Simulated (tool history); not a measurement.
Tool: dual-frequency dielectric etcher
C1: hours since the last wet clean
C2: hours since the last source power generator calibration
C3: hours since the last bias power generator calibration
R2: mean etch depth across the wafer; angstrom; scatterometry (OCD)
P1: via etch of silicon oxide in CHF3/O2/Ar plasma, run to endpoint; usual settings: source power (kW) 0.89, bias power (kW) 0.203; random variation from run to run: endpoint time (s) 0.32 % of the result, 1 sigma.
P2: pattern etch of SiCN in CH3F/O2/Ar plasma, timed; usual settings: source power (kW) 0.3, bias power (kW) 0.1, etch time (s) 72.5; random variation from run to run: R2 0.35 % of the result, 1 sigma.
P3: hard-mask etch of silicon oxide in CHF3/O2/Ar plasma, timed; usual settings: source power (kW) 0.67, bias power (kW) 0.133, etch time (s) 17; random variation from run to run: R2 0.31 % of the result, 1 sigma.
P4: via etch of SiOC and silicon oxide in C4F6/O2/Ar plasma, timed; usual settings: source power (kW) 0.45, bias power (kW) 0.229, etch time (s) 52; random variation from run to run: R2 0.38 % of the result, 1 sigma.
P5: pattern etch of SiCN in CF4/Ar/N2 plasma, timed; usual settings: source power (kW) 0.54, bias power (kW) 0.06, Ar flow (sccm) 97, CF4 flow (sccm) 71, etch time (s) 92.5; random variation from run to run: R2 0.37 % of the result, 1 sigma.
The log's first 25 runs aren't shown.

run 26 hour=85.2 | process_that_ran=P2 source_power_(kW)=0.42 bias_power_(kW)=0.1 etch_time_(s)=72.5 | C1=313.4 C2=54.7 C3=1747.1 | R2=309.91
run 27 hour=87.4 | process_that_ran=P4 source_power_(kW)=0.61 bias_power_(kW)=0.229 etch_time_(s)=52 | C1=315.6 C2=56.9 C3=1749.3 | R2=769.1
run 28 hour=90.5 | process_that_ran=P3 source_power_(kW)=0.67 bias_power_(kW)=0.168 etch_time_(s)=17 | C1=318.7 C2=60 C3=1752.4 | R2=340.81
run 29 hour=94 | process_that_ran=P3 source_power_(kW)=0.67 bias_power_(kW)=0.133 etch_time_(s)=17 | C1=322.2 C2=63.5 C3=1755.9 | R2=315.41
run 30 hour=97.8 | process_that_ran=P1 source_power_(kW)=1.09 bias_power_(kW)=0.275 | C1=326 C2=67.3 C3=1759.7 | endpoint_time_(s)=186.98
run 31 hour=101.8 | process_that_ran=P1 source_power_(kW)=0.89 bias_power_(kW)=0.276 | C1=330 C2=71.3 C3=1763.7 | endpoint_time_(s)=201.47
run 32 hour=104.3 | process_that_ran=P4 source_power_(kW)=0.45 bias_power_(kW)=0.229 etch_time_(s)=52 | C1=332.5 C2=73.8 C3=1766.2 | R2=683.19
run 33 hour=107.5 | process_that_ran=P5 source_power_(kW)=0.54 bias_power_(kW)=0.06 etch_time_(s)=92.5 Ar_flow_(sccm)=97 CF4_flow_(sccm)=71 | C1=335.7 C2=77 C3=1769.4 | R2=889.09
run 34 hour=111.1 | process_that_ran=P1 source_power_(kW)=0.63 bias_power_(kW)=0.257 | C1=339.3 C2=80.6 C3=1773 | endpoint_time_(s)=234.77
run 35 hour=115.4 | process_that_ran=P1 source_power_(kW)=0.89 bias_power_(kW)=0.203 | C1=343.6 C2=84.9 C3=1777.3 | endpoint_time_(s)=222.82
run 36 hour=118.4 | process_that_ran=P1 source_power_(kW)=0.89 bias_power_(kW)=0.203 | C1=346.6 C2=87.9 C3=1780.3 | endpoint_time_(s)=221.2
run 37 hour=122.2 | process_that_ran=P1 source_power_(kW)=0.89 bias_power_(kW)=0.203 | C1=350.4 C2=91.7 C3=1784.1 | endpoint_time_(s)=220.38
-- hour=123.7 wet clean of the chamber
run 38 hour=126.6 | process_that_ran=P1 source_power_(kW)=0.89 bias_power_(kW)=0.203 | C1=2.9 C2=96.1 C3=1788.5 | endpoint_time_(s)=219.83
run 39 hour=129.9 | process_that_ran=P1 source_power_(kW)=0.89 bias_power_(kW)=0.203 | C1=6.2 C2=99.4 C3=1791.8 | endpoint_time_(s)=220.75
run 40 hour=133.8 | process_that_ran=P1 source_power_(kW)=0.89 bias_power_(kW)=0.203 | C1=10.1 C2=103.3 C3=1795.7 | endpoint_time_(s)=221.38

Run 41 comes next. What will it give?
run 41 hour=137.8 | process_that_ran=P1 source_power_(kW)=0.89 bias_power_(kW)=0.203 | C1=14.1 C2=107.3 C3=1799.7 | endpoint_time_(s)=?

{"run 41": {"endpoint time (s)": 221.48}}
